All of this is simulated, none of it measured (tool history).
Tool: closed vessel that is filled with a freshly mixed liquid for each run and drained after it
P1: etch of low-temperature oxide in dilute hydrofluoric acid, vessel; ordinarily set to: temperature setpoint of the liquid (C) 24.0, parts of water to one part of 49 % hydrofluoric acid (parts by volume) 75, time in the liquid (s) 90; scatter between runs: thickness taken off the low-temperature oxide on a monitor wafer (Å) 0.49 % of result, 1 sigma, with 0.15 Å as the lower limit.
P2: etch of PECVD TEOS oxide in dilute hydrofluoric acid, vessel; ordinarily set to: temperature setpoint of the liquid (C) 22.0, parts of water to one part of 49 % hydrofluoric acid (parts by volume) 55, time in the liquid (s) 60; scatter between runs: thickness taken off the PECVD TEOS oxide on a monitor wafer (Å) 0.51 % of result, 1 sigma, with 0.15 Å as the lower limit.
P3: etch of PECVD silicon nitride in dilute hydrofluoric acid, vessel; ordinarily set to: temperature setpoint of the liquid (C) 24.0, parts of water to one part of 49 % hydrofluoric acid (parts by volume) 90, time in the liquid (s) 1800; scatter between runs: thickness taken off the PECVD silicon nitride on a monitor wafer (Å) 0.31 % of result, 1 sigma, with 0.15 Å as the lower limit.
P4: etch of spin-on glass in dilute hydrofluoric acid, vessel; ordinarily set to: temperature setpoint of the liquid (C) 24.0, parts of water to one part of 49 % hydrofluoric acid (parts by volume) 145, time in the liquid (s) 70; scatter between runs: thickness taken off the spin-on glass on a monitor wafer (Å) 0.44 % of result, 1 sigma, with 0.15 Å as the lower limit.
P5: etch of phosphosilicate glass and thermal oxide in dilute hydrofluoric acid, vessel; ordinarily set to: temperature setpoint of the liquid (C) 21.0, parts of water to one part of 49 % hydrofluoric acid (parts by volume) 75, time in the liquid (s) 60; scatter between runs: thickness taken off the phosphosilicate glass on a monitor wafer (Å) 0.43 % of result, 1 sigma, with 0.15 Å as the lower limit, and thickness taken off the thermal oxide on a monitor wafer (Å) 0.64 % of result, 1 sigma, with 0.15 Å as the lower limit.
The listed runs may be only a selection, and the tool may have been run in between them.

run,hour,process that ran,temperature setpoint of the liquid (C),parts of water to one part of 49 % hydrofluoric acid (parts by volume),time in the liquid (s),hours since the thermometer was replaced,hours since the hydrofluoric acid flow meter was replaced,thickness taken off the low-temperature oxide on a monitor wafer (Å),thickness taken off the spin-on glass on a monitor wafer (Å),thickness taken off the PECVD TEOS oxide on a monitor wafer (Å),thickness taken off the phosphosilicate glass on a monitor wafer (Å),thickness taken off the thermal oxide on a monitor wafer (Å),thickness taken off the PECVD silicon nitride on a monitor wafer (Å)
1,5.9,P1,24.0,75,90,1063.6,139.7,430.21,,,,,
2,13.1,P4,24.0,145,35,1070.8,146.9,,74.235,,,,
3,24.9,P1,30.5,20,90,1082.6,158.7,2251.30,,,,,
4,31.7,P2,28.5,55,60,1089.4,165.5,,,115.050,,,
5,45.3,P2,22.0,20,60,1103.0,179.1,,,258.290,,,
6,56.9,P5,17.0,75,60,1114.6,190.7,,,,372.36,28.386,
7,67.8,P1,24.0,75,90,1125.5,201.6,427.14,,,,,
8,76.9,P1,24.0,110,90,1134.6,210.7,281.70,,,,,
9,84.5,P1,17.5,75,90,1142.2,218.3,322.80,,,,,
10,92.0,P4,24.0,205,70,1149.7,225.8,,96.548,,,,
11,104.9,P1,30.5,75,90,1162.6,238.7,553.54,,,,,
12,117.3,P3,24.0,90,3570,1175.0,251.1,,,,,,905.70
13,124.9,P5,21.0,45,60,1182.6,258.7,,,,762.04,58.881,
14,133.3,P1,24.0,75,40,1191.0,267.1,191.00,,,,,
15,145.8,P3,24.0,90,1800,1203.5,279.6,,,,,,456.75
16,158.5,P4,17.0,145,70,1216.2,292.3,,111.340,,,,
17,170.6,P4,24.0,145,70,1228.3,304.4,,148.280,,,,
18,181.0,P3,24.0,25,1800,1238.7,314.8,,,,,,1605.80
19,194.4,P1,24.0,75,90,1252.1,328.2,429.20,,,,,
20,202.9,P3,31.0,90,1800,1260.6,336.7,,,,,,720.64
21,214.7,P3,24.0,90,1800,1272.4,348.5,,,,,,457.61
22,226.8,P1,24.0,75,155,1284.5,360.6,733.91,,,,,
23,236.3,P2,22.0,55,60,1294.0,370.1,,,88.544,,,
24,245.5,P1,24.0,35,90,1303.2,379.3,965.78,,,,,
25,253.1,P1,24.0,75,90,1310.8,386.9,430.33,,,,,
26,263.8,P1,24.0,75,90,1321.5,397.6,428.36,,,,,
27,276.9,P5,21.0,75,35,1334.6,410.7,,,,258.51,19.599,
28,283.6,P1,24.0,75,90,1341.3,417.4,428.57,,,,,
29,292.8,P5,21.0,75,60,1350.5,426.6,,,,439.09,33.481,
30,305.5,P2,22.0,55,120,1363.2,439.3,,,177.810,,,
31,314.9,P1,24.0,75,90,1372.6,448.7,425.14,,,,,
32,325.5,P1,24.0,75,90,1383.2,459.3,431.77,,,,,
33,333.5,P1,24.0,75,90,1391.2,467.3,443.41,,,,,
34,345.3,P1,24.0,75,90,1403.0,479.1,449.43,,,,,
35,351.8,P1,24.0,75,90,1409.5,485.6,454.40,,,,,
36,361.3,P1,24.0,75,90,1419.0,495.1,458.73,,,,,
37,372.7,P1,24.0,75,90,1430.4,506.5,460.82,,,,,
38,385.3,P1,24.0,75,90,1443.0,519.1,461.55,,,,,
39,393.0,P1,24.0,75,90,1450.7,526.8,459.81,,,,,

What P1 gives has crept off from where it sat before. The 2 causes that follow fit the log equally well, each at the size noted:
A: hydrofluoric acid flow above the setpoint (%) = 7.09
B: liquid hotter than its thermometer reads (K) = 1.87
Onset of the creep was near hour 325.5.

4 check runs are offered, one wafer each, their results left as question marks. Which one tells the causes apart?
check 1,400.7,P2,22.0,55,60,,,,,?,,,
check 2,400.7,P3,24.0,90,1800,,,,,,,,?
check 3,400.7,P5,21.0,75,60,,,,,,?,?,
check 4,400.7,P4,24.0,145,70,,,,?,,,,

Check results expected under each cause:
check,result,if A,if B
check 1,thickness taken off the PECVD TEOS oxide on a monitor wafer (Å),95.479,95.887
check 2,thickness taken off the PECVD silicon nitride on a monitor wafer (Å),489.64,517.48
check 3,thickness taken off the phosphosilicate glass on a monitor wafer (Å),473.95,475.05
check 3,thickness taken off the thermal oxide on a monitor wafer (Å),36.270,36.355
check 4,thickness taken off the spin-on glass on a monitor wafer (Å),158.970,157.620
Smallest distance between any two causes, each pair judged by its most separating result, in per cent: check 1 0.43 %; check 2 5.53 %; check 3 0.23 %; check 4 0.86 %
Only in check 2 would the causes give clearly different results; in the remaining checks their results would be nearly the same.

After running check 2, the following was obtained: thickness taken off the PECVD silicon nitride on a monitor wafer (Å) 488.31. Which cause does this point to?

The correct cause is A, namely: hydrofluoric acid flow above the setpoint (%).

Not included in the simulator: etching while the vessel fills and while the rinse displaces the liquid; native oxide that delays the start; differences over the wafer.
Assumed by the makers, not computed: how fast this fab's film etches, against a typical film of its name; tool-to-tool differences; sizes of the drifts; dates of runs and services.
